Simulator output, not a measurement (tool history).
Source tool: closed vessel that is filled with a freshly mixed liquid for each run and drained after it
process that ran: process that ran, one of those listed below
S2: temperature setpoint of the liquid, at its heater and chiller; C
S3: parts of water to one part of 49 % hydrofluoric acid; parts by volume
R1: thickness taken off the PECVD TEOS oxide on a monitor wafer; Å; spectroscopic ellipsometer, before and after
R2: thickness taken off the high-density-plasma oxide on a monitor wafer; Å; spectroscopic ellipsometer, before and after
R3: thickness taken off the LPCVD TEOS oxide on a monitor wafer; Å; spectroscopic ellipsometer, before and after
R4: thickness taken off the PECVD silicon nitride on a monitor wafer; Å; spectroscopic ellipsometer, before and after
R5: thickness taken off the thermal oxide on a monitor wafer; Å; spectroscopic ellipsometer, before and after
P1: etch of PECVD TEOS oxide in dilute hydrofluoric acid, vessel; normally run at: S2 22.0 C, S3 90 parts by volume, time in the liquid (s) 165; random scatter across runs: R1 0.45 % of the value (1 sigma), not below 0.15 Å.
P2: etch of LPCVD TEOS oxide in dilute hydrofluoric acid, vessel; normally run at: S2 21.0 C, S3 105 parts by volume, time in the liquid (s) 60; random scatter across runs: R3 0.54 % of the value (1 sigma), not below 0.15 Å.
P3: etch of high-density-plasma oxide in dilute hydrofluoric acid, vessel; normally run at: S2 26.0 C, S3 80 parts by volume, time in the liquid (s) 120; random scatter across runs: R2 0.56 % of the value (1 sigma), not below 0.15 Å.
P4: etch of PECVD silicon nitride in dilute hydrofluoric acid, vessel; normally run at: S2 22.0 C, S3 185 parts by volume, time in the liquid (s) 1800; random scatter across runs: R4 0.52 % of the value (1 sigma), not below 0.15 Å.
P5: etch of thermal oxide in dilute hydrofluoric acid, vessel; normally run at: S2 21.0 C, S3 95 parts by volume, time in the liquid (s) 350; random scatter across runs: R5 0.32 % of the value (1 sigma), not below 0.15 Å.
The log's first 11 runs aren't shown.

run 12 hour=79.1 | process_that_ran=P2 S2=21.0 S3=105 time_in_the_liquid_(s)=60 | R3=270.56
run 13 hour=88.6 | process_that_ran=P1 S2=22.0 S3=125 time_in_the_liquid_(s)=165 | R1=198.830
run 14 hour=97.9 | process_that_ran=P1 S2=22.0 S3=90 time_in_the_liquid_(s)=165 | R1=289.470
run 15 hour=102.2 | process_that_ran=P3 S2=18.0 S3=80 time_in_the_liquid_(s)=120 | R2=135.080
run 16 hour=107.9 | process_that_ran=P4 S2=22.0 S3=185 time_in_the_liquid_(s)=1800 | R4=255.640
run 17 hour=113.3 | process_that_ran=P1 S2=28.5 S3=90 time_in_the_liquid_(s)=165 | R1=375.070
run 18 hour=122.9 | process_that_ran=P1 S2=22.0 S3=45 time_in_the_liquid_(s)=165 | R1=613.240
run 19 hour=131.3 | process_that_ran=P4 S2=22.0 S3=275 time_in_the_liquid_(s)=1800 | R4=172.340
run 20 hour=137.7 | process_that_ran=P2 S2=21.0 S3=105 time_in_the_liquid_(s)=85 | R3=382.55
run 21 hour=143.0 | process_that_ran=P5 S2=21.0 S3=170 time_in_the_liquid_(s)=350 | R5=74.918
run 22 hour=152.0 | process_that_ran=P1 S2=22.0 S3=90 time_in_the_liquid_(s)=165 | R1=289.080
run 23 hour=160.1 | process_that_ran=P1 S2=22.0 S3=90 time_in_the_liquid_(s)=165 | R1=289.730

Run 24 has not been measured yet. What should we expect?
run 24 hour=165.2 | process_that_ran=P5 S2=21.0 S3=95 time_in_the_liquid_(s)=680 | R5=?

{"run 24": {"R5": 283.83}}

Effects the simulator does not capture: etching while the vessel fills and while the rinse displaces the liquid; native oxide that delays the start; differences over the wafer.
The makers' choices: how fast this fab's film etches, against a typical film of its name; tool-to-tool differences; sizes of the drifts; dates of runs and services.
